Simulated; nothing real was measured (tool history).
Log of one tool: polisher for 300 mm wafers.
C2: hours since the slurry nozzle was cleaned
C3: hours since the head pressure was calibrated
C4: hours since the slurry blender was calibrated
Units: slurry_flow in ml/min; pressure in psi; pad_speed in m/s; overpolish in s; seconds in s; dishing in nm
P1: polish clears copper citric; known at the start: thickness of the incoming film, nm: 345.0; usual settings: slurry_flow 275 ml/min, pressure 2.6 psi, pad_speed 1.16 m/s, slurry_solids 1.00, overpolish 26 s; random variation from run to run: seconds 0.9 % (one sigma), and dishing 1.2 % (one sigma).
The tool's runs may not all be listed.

{"run": 1, "hour": 11.7, "slurry_flow": 275, "pressure": 2.6, "pad_speed": 1.16, "slurry_solids": 1.0, "overpolish": 26, "wafers polished on this pad": 201, "C2": 114.6, "C3": 147.4, "C4": 214.8, "seconds": 151.01, "dishing": 33.491}
{"run": 2, "hour": 22.9, "slurry_flow": 275, "pressure": 2.6, "pad_speed": 1.16, "slurry_solids": 1.45, "overpolish": 26, "wafers polished on this pad": 282, "C2": 125.8, "C3": 158.6, "C4": 226.0, "seconds": 139.77, "dishing": 35.071}
{"run": 3, "hour": 34.4, "slurry_flow": 275, "pressure": 2.6, "pad_speed": 0.6, "slurry_solids": 1.0, "overpolish": 26, "wafers polished on this pad": 366, "C2": 137.3, "C3": 170.1, "C4": 237.5, "seconds": 285.61, "dishing": 20.361}
{"run": 4, "hour": 40.7, "slurry_flow": 275, "pressure": 2.6, "pad_speed": 1.16, "slurry_solids": 1.0, "overpolish": 48, "wafers polished on this pad": 411, "C2": 143.6, "C3": 176.4, "C4": 243.8, "seconds": 152.63, "dishing": 46.153}
{"hour": 40.8, "done": "slurry blender recalibrated"}
{"run": 5, "hour": 48.8, "slurry_flow": 165, "pressure": 2.6, "pad_speed": 1.16, "slurry_solids": 1.0, "overpolish": 26, "wafers polished on this pad": 470, "C2": 151.7, "C3": 184.5, "C4": 8.1, "seconds": 162.11, "dishing": 31.82}
{"run": 6, "hour": 62.6, "slurry_flow": 275, "pressure": 2.6, "pad_speed": 1.16, "slurry_solids": 1.0, "overpolish": 26, "wafers polished on this pad": 570, "C2": 165.5, "C3": 198.3, "C4": 21.9, "seconds": 152.19, "dishing": 33.131}
{"run": 7, "hour": 73.2, "slurry_flow": 395, "pressure": 2.6, "pad_speed": 1.16, "slurry_solids": 1.0, "overpolish": 26, "wafers polished on this pad": 647, "C2": 176.1, "C3": 208.9, "C4": 32.5, "seconds": 146.95, "dishing": 33.17}
{"run": 8, "hour": 80.9, "slurry_flow": 275, "pressure": 2.6, "pad_speed": 1.16, "slurry_solids": 1.2, "overpolish": 40, "wafers polished on this pad": 703, "C2": 183.8, "C3": 216.6, "C4": 40.2, "seconds": 144.93, "dishing": 43.103}
{"run": 9, "hour": 90.3, "slurry_flow": 275, "pressure": 1.4, "pad_speed": 1.54, "slurry_solids": 1.0, "overpolish": 26, "wafers polished on this pad": 771, "C2": 193.2, "C3": 226.0, "C4": 49.6, "seconds": 208.8, "dishing": 24.615}
{"run": 10, "hour": 103.2, "slurry_flow": 275, "pressure": 1.3, "pad_speed": 1.16, "slurry_solids": 1.0, "overpolish": 26, "wafers polished on this pad": 864, "C2": 206.1, "C3": 238.9, "C4": 62.5, "seconds": 297.28, "dishing": 19.418}
{"run": 11, "hour": 117.0, "slurry_flow": 275, "pressure": 2.6, "pad_speed": 1.16, "slurry_solids": 1.0, "overpolish": 26, "wafers polished on this pad": 965, "C2": 219.9, "C3": 252.7, "C4": 76.3, "seconds": 150.21, "dishing": 32.758}
{"run": 12, "hour": 129.6, "slurry_flow": 275, "pressure": 2.6, "pad_speed": 1.16, "slurry_solids": 1.0, "overpolish": 26, "wafers polished on this pad": 1056, "C2": 232.5, "C3": 265.3, "C4": 88.9, "seconds": 153.06, "dishing": 33.495}
{"run": 13, "hour": 137.7, "slurry_flow": 275, "pressure": 3.8, "pad_speed": 1.16, "slurry_solids": 1.0, "overpolish": 26, "wafers polished on this pad": 1115, "C2": 240.6, "C3": 273.4, "C4": 97.0, "seconds": 103.88, "dishing": 43.117}
{"run": 14, "hour": 144.0, "slurry_flow": 275, "pressure": 2.6, "pad_speed": 1.16, "slurry_solids": 1.0, "overpolish": 8, "wafers polished on this pad": 1160, "C2": 246.9, "C3": 279.7, "C4": 103.3, "seconds": 152.21, "dishing": 13.195}
{"run": 15, "hour": 150.2, "slurry_flow": 275, "pressure": 2.6, "pad_speed": 1.7, "slurry_solids": 1.0, "overpolish": 26, "wafers polished on this pad": 1205, "C2": 253.1, "C3": 285.9, "C4": 109.5, "seconds": 104.12, "dishing": 41.179}
{"run": 16, "hour": 159.5, "slurry_flow": 275, "pressure": 2.6, "pad_speed": 1.16, "slurry_solids": 1.0, "overpolish": 26, "wafers polished on this pad": 1273, "C2": 262.4, "C3": 295.2, "C4": 118.8, "seconds": 151.64, "dishing": 33.187}
{"run": 17, "hour": 170.6, "slurry_flow": 275, "pressure": 2.6, "pad_speed": 1.16, "slurry_solids": 0.5, "overpolish": 26, "wafers polished on this pad": 1353, "C2": 273.5, "C3": 306.3, "C4": 129.9, "seconds": 173.3, "dishing": 30.364}
{"run": 18, "hour": 182.2, "slurry_flow": 275, "pressure": 2.6, "pad_speed": 1.16, "slurry_solids": 1.0, "overpolish": 26, "wafers polished on this pad": 1437, "C2": 285.1, "C3": 317.9, "C4": 141.5, "seconds": 151.5, "dishing": 32.698}
{"run": 19, "hour": 191.8, "slurry_flow": 275, "pressure": 2.6, "pad_speed": 1.16, "slurry_solids": 1.0, "overpolish": 26, "wafers polished on this pad": 1507, "C2": 294.7, "C3": 327.5, "C4": 151.1, "seconds": 151.23, "dishing": 32.778}
{"run": 20, "hour": 198.8, "slurry_flow": 275, "pressure": 2.6, "pad_speed": 1.16, "slurry_solids": 1.0, "overpolish": 26, "wafers polished on this pad": 1558, "C2": 301.7, "C3": 334.5, "C4": 158.1, "seconds": 154.08, "dishing": 33.238}
{"run": 21, "hour": 207.6, "slurry_flow": 275, "pressure": 2.6, "pad_speed": 1.16, "slurry_solids": 1.0, "overpolish": 26, "wafers polished on this pad": 1621, "C2": 310.5, "C3": 343.3, "C4": 166.9, "seconds": 152.73, "dishing": 32.694}
{"run": 22, "hour": 216.8, "slurry_flow": 275, "pressure": 2.6, "pad_speed": 1.16, "slurry_solids": 1.0, "overpolish": 26, "wafers polished on this pad": 1688, "C2": 319.7, "C3": 352.5, "C4": 176.1, "seconds": 156.52, "dishing": 32.079}
{"run": 23, "hour": 227.4, "slurry_flow": 275, "pressure": 2.6, "pad_speed": 1.16, "slurry_solids": 1.0, "overpolish": 26, "wafers polished on this pad": 1765, "C2": 330.3, "C3": 363.1, "C4": 186.7, "seconds": 156.1, "dishing": 32.281}
{"hour": 236.4, "done": "head pressure recalibrated"}
{"run": 24, "hour": 240.5, "slurry_flow": 275, "pressure": 2.6, "pad_speed": 1.16, "slurry_solids": 1.0, "overpolish": 26, "wafers polished on this pad": 1860, "C2": 343.4, "C3": 4.2, "C4": 199.8, "seconds": 158.23, "dishing": 31.662}

Run 25 comes next. What will it give?
{"run": 25, "hour": 247.4, "slurry_flow": 275, "pressure": 2.6, "pad_speed": 1.16, "slurry_solids": 1.0, "overpolish": 26, "wafers polished on this pad": 1910, "C2": 350.3, "C3": 11.1, "C4": 206.7, "seconds": "?", "dishing": "?"}

seconds: 157.58 s
dishing: 32.095 nm
